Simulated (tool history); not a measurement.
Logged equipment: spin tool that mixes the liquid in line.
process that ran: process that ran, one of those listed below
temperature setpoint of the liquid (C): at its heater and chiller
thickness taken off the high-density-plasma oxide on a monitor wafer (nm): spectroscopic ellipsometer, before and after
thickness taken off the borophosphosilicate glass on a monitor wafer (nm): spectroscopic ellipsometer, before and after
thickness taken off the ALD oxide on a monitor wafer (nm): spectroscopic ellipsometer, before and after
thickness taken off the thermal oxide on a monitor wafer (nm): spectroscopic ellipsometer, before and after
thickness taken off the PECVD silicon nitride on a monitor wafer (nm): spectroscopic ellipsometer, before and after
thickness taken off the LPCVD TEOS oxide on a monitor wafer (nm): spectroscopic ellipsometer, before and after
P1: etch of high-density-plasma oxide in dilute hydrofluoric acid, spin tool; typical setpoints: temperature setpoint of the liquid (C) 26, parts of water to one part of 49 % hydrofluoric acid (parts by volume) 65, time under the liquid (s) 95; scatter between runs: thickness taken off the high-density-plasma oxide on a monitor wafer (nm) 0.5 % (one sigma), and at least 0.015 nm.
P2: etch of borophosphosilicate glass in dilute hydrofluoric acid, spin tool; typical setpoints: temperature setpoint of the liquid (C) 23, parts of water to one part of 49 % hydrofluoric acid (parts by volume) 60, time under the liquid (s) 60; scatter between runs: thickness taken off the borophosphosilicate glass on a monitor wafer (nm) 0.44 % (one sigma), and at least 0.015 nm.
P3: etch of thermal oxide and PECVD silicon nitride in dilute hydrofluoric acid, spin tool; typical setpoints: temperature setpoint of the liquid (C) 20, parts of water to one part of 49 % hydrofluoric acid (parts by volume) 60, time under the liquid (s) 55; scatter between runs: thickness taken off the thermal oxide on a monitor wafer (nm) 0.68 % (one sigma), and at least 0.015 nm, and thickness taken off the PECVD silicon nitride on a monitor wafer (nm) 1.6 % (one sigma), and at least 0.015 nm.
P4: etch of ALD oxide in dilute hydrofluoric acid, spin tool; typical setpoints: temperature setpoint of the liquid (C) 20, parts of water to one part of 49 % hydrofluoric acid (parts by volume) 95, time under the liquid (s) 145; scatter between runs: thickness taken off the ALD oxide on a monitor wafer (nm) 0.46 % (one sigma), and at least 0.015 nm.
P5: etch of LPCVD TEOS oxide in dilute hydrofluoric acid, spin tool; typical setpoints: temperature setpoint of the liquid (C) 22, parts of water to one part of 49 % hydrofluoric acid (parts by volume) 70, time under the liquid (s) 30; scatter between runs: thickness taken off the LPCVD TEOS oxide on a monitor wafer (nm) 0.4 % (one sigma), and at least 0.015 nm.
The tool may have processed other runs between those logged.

run	hour	process that ran	temperature setpoint of the liquid (C)	parts of water to one part of 49 % hydrofluoric acid (parts by volume)	time under the liquid (s)	thickness taken off the high-density-plasma oxide on a monitor wafer (nm)	thickness taken off the borophosphosilicate glass on a monitor wafer (nm)	thickness taken off the ALD oxide on a monitor wafer (nm)	thickness taken off the thermal oxide on a monitor wafer (nm)	thickness taken off the PECVD silicon nitride on a monitor wafer (nm)	thickness taken off the LPCVD TEOS oxide on a monitor wafer (nm)
1	10.4	P1	26	65	95	11.853					
2	16.4	P1	26	65	95	11.731					
3	29.5	P2	23	60	60		42.355				
4	38.9	P4	20	30	145			86.242			
5	48.1	P2	23	60	115		80.58				
6	58.4	P1	30.5	110	95	7.7665					
7	69.2	P3	20	100	55				2.3446	0.86579	
8	79.1	P1	26	65	15	1.8824					
9	86.4	P3	20	60	55				4.1178	1.4002	
10	98.8	P1	26	65	185	22.802					
11	111.6	P1	26	65	95	11.818					
12	122.9	P3	17	60	55				3.6518	1.1427	
13	135.5	P4	26	95	145			32.074			
14	143.1	P1	26	90	95	8.241					
15	150.8	P1	26	65	95	11.765					
16	158.9	P5	28	70	30						9.4996
17	165.2	P1	31	65	95	14.334					
18	177.8	P4	20	95	145			24.898			
19	184.8	P1	26	65	95	11.678					
20	192.4	P5	22	30	30						18.15
21	198.8	P2	23	20	60		133.9				
22	206.4	P3	20	60	95				7.0911	2.4276	
23	213	P5	22	70	30						7.4177
24	218.6	P4	20	95	145			25.258			
25	226.5	P1	26	25	95	32.412					
26	233.7	P4	20	95	215			37.141			
27	240.7	P1	18.5	65	95	8.6012					
28	250.3	P5	22	70	15						3.6916
29	261.6	P1	26	65	95	11.775					
30	272.9	P1	26	65	95	11.759					
31	283.2	P5	22	70	30						7.4484
32	294	P1	18	110	95	4.762					
33	301.3	P2	28	60	60		51.545				
34	310.5	P1	26	65	95	11.811					
35	319.2	P1	26	65	95	11.392					
36	326.2	P1	26	65	95	11.294					
37	337.7	P1	26	65	95	11.099					
38	348.6	P1	26	65	95	10.972					
39	356.7	P1	26	65	95	10.859					
40	362.8	P1	26	65	95	10.838					
41	376	P1	26	65	95	10.93					
42	384.3	P1	26	65	95	10.817					
43	395.9	P1	26	65	95	10.829					
44	409.1	P1	26	65	95	10.839					

P1 no longer gives what it gave before; its output has crept away from where it was. The following 2 causes, each at its listed size, fit the log equally well:
A: hydrofluoric acid flow below the setpoint (%) = 7.48
B: liquid colder than its thermometer reads (K) = 2.11
The process output started creeping at around hour 310.5.

Below are 4 check runs, each averaged over 5 wafers, with their results shown as question marks. Which of them would give clearly different results depending on which cause is behind the drift?
check 1	422.3	P3	20	60	55				?	?	
check 2	422.3	P5	22	70	30						?
check 3	422.3	P4	20	95	145			?			
check 4	422.3	P2	23	60	60		?				

How each check would come out, cause by cause:
check	result	if A	if B
check 1	thickness taken off the thermal oxide on a monitor wafer (nm)	3.7788	3.755
check 1	thickness taken off the PECVD silicon nitride on a monitor wafer (nm)	1.3082	1.2181
check 2	thickness taken off the LPCVD TEOS oxide on a monitor wafer (nm)	6.8493	6.8285
check 3	thickness taken off the ALD oxide on a monitor wafer (nm)	23.033	23
check 4	thickness taken off the borophosphosilicate glass on a monitor wafer (nm)	38.777	38.634
Minimum pairwise separation of causes per check, each pair taken at its best-separating result: check 1 7.14 %; check 2 0.3 %; check 3 0.14 %; check 4 0.37 %
Only in check 1 would the causes give clearly different results; in the remaining checks their results would be nearly the same.

Here is what check 1 returned: thickness taken off the thermal oxide on a monitor wafer (nm) 3.7864; thickness taken off the PECVD silicon nitride on a monitor wafer (nm) 1.3215. Which cause is it?

The correct cause is A, namely: hydrofluoric acid flow below the setpoint (%).
